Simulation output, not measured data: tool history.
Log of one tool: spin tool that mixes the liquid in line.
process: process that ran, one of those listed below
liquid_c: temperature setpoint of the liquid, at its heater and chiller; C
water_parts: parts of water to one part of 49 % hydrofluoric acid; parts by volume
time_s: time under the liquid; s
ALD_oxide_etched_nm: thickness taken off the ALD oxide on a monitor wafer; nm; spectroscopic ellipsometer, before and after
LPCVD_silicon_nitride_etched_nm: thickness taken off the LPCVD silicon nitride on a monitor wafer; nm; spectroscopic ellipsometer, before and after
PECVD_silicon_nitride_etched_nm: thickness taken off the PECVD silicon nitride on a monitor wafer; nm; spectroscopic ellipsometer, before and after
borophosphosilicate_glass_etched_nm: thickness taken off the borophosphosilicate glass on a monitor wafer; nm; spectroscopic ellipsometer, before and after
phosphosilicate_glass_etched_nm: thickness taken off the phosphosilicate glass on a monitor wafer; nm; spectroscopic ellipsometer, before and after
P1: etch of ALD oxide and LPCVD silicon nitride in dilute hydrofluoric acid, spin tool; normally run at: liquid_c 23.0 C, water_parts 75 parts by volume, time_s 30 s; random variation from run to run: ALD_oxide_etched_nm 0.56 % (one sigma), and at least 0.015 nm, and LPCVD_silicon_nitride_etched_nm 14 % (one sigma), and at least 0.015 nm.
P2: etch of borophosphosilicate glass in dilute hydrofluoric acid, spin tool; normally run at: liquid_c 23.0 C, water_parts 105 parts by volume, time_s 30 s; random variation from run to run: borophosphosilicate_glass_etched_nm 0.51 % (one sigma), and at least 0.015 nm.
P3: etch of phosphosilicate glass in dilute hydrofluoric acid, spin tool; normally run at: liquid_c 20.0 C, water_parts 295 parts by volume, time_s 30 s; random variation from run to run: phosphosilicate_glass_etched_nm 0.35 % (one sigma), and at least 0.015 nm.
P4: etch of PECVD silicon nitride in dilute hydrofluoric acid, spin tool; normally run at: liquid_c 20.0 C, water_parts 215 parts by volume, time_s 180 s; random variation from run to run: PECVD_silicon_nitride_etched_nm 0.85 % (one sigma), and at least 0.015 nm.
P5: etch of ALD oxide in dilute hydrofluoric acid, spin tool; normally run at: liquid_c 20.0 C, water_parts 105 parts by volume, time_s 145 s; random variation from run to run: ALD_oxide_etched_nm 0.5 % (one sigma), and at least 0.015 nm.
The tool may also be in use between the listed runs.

| run | day | process | liquid_c | water_parts | time_s | hours since the thermometer was replaced | hours since the hydrofluoric acid flow meter was replaced | ALD_oxide_etched_nm | LPCVD_silicon_nitride_etched_nm | PECVD_silicon_nitride_etched_nm | borophosphosilicate_glass_etched_nm | phosphosilicate_glass_etched_nm |
|---|---|---|---|---|---|---|---|---|---|---|---|---|
| 1 | 0.321 | P1 | 23.0 | 75 | 30 | 293.2 | 776.3 | 6.5237 | 0.225060 |  |  |  |
| 2 | 0.650 | P5 | 20.0 | 50 | 145 | 301.1 | 784.2 | 36.0650 |  |  |  |  |
| 3 | 0.983 | P1 | 23.0 | 75 | 50 | 309.1 | 792.2 | 11.0330 | 0.275120 |  |  |  |
| 4 | 1.492 | P4 | 20.0 | 215 | 345 | 321.3 | 804.4 |  |  | 6.2183 |  |  |
| 5 | 1.912 | P1 | 23.0 | 75 | 15 | 331.4 | 814.5 | 3.2872 | 0.094822 |  |  |  |
| 6 | 2.221 | P1 | 23.0 | 75 | 30 | 338.8 | 821.9 | 6.5603 | 0.212880 |  |  |  |
| 7 | 2.496 | P2 | 23.0 | 65 | 30 | 345.4 | 828.5 |  |  |  | 18.9110 |  |
| 8 | 2.738 | P1 | 23.0 | 75 | 30 | 351.2 | 834.3 | 6.5201 | 0.226830 |  |  |  |
| 9 | 3.196 | P4 | 17.0 | 215 | 180 | 362.2 | 845.3 |  |  | 2.6325 |  |  |
| 10 | 3.633 | P5 | 20.0 | 105 | 265 | 372.7 | 855.8 | 29.7990 |  |  |  |  |
| 11 | 4.125 | P1 | 18.5 | 75 | 50 | 384.5 | 867.6 | 9.0299 | 0.141630 |  |  |  |
| 12 | 4.467 | P1 | 18.0 | 75 | 30 | 392.7 | 875.8 | 5.2804 | 0.153200 |  |  |  |
| 13 | 4.938 | P3 | 20.0 | 295 | 45 | 404.0 | 887.1 |  |  |  |  | 11.8800 |
| 14 | 5.254 | P1 | 23.0 | 75 | 30 | 411.6 | 894.7 | 6.5402 | 0.206270 |  |  |  |
| 15 | 5.683 | P1 | 23.0 | 140 | 30 | 421.9 | 905.0 | 3.2677 | 0.131370 |  |  |  |
| 16 | 6.104 | P3 | 20.0 | 60 | 30 | 432.0 | 915.1 |  |  |  |  | 49.1800 |
| 17 | 6.571 | P2 | 17.0 | 105 | 30 | 443.2 | 926.3 |  |  |  | 8.6886 |  |
| 18 | 7.004 | P5 | 20.0 | 105 | 145 | 453.6 | 936.7 | 16.2570 |  |  |  |  |
| 19 | 7.258 | P1 | 23.0 | 75 | 30 | 459.7 | 942.8 | 6.5306 | 0.203750 |  |  |  |
| 20 | 7.533 | P3 | 20.0 | 295 | 30 | 466.3 | 949.4 |  |  |  |  | 7.9093 |
| 21 | 7.879 | P1 | 30.0 | 75 | 30 | 474.6 | 957.7 | 8.6646 | 0.219530 |  |  |  |
| 22 | 8.138 | P4 | 20.0 | 215 | 180 | 480.8 | 963.9 |  |  | 3.1742 |  |  |
| 23 | 8.675 | P2 | 23.0 | 105 | 30 | 493.7 | 976.8 |  |  |  | 11.2160 |  |
| 24 | 9.167 | P1 | 23.0 | 35 | 30 | 505.5 | 988.6 | 14.8040 | 0.379170 |  |  |  |
| 25 | 9.596 | P1 | 23.0 | 75 | 30 | 515.8 | 998.9 | 6.5917 | 0.166060 |  |  |  |
| 26 | 9.883 | P1 | 17.0 | 75 | 15 | 522.7 | 1005.8 | 2.5766 | 0.040527 |  |  |  |
| 27 | 10.325 | P1 | 23.0 | 75 | 30 | 533.3 | 1016.4 | 6.5553 | 0.176530 |  |  |  |
| 28 | 10.850 | P3 | 17.0 | 295 | 30 | 545.9 | 1029.0 |  |  |  |  | 7.0547 |
| 29 | 11.100 | P2 | 23.0 | 105 | 60 | 551.9 | 1035.0 |  |  |  | 22.1980 |  |
| 30 | 11.529 | P5 | 28.5 | 105 | 145 | 562.2 | 1045.3 | 22.6630 |  |  |  |  |
| 31 | 12.050 | P4 | 20.0 | 350 | 180 | 574.7 | 1057.8 |  |  | 2.0222 |  |  |
| 32 | 12.575 | P3 | 20.0 | 295 | 30 | 587.3 | 1070.4 |  |  |  |  | 7.9186 |
| 33 | 12.979 | P2 | 23.0 | 105 | 30 | 597.0 | 1080.1 |  |  |  | 10.9590 |  |
| 34 | 13.425 | P5 | 20.0 | 105 | 145 | 607.7 | 1090.8 | 16.1200 |  |  |  |  |
| 35 | 13.788 | P1 | 23.0 | 75 | 30 | 616.4 | 1099.5 | 6.6512 | 0.175490 |  |  |  |
| 36 | 14.067 | P1 | 23.0 | 75 | 30 | 623.1 | 1106.2 | 6.6699 | 0.156130 |  |  |  |
| 37 | 14.462 | P1 | 23.0 | 75 | 30 | 632.6 | 1115.7 | 6.7197 | 0.144770 |  |  |  |
| 38 | 14.846 | P1 | 23.0 | 75 | 30 | 641.8 | 1124.9 | 6.8081 | 0.208040 |  |  |  |
| 39 | 15.246 | P1 | 23.0 | 75 | 30 | 651.4 | 1134.5 | 6.8205 | 0.205050 |  |  |  |
| 40 | 15.796 | P1 | 23.0 | 75 | 30 | 664.6 | 1147.7 | 6.9865 | 0.155030 |  |  |  |
| 41 | 16.329 | P1 | 23.0 | 75 | 30 | 677.4 | 1160.5 | 6.8842 | 0.169940 |  |  |  |
| 42 | 16.688 | P1 | 23.0 | 75 | 30 | 686.0 | 1169.1 | 6.9413 | 0.192220 |  |  |  |
| 43 | 17.033 | P1 | 23.0 | 75 | 30 | 694.3 | 1177.4 | 6.9704 | 0.190980 |  |  |  |
| 44 | 17.575 | P1 | 23.0 | 75 | 30 | 707.3 | 1190.4 | 6.8894 | 0.210760 |  |  |  |
| 45 | 18.012 | P1 | 23.0 | 75 | 30 | 717.8 | 1200.9 | 7.0072 | 0.131650 |  |  |  |

What P1 gives has crept away from where it was. These 2 causes fit the log equally well, each at the size given:
A: hydrofluoric acid flow above the setpoint (%) = 5.26
B: liquid hotter than its thermometer reads (K) = 1.39
The creep began at about day 13.788.

4 check runs are offered, each on 5 wafers whose results are averaged, their results left as question marks. Which one tells the causes apart?
| check 1 | 18.450 | P5 | 27.5 | 105 | 145 |  |  | ? |  |  |  |  |
| check 2 | 18.450 | P3 | 20.0 | 85 | 30 |  |  |  |  |  |  | ? |
| check 3 | 18.450 | P2 | 23.0 | 70 | 30 |  |  |  |  |  | ? |  |
| check 4 | 18.450 | P4 | 20.0 | 325 | 245 |  |  |  |  | ? |  |  |

What each check would give under each cause:
| check | result | if A | if B |
|---|---|---|---|
| check 1 | ALD_oxide_etched_nm | 23.0790 | 22.9520 |
| check 2 | phosphosilicate_glass_etched_nm | 35.8400 | 35.8810 |
| check 3 | borophosphosilicate_glass_etched_nm | 18.4230 | 18.4370 |
| check 4 | PECVD_silicon_nitride_etched_nm | 3.0699 | 3.1872 |
How far apart the two closest causes lie, in the result that separates them most: check 1 0.55 %; check 2 0.11 %; check 3 0.08 %; check 4 3.75 %
Check 4 tells the causes apart: in the others they would give nearly the same result.

Check 4 was then run and gave: PECVD_silicon_nitride_etched_nm 3.1769 nm. Which cause is it?

It is B: liquid hotter than its thermometer reads (K).
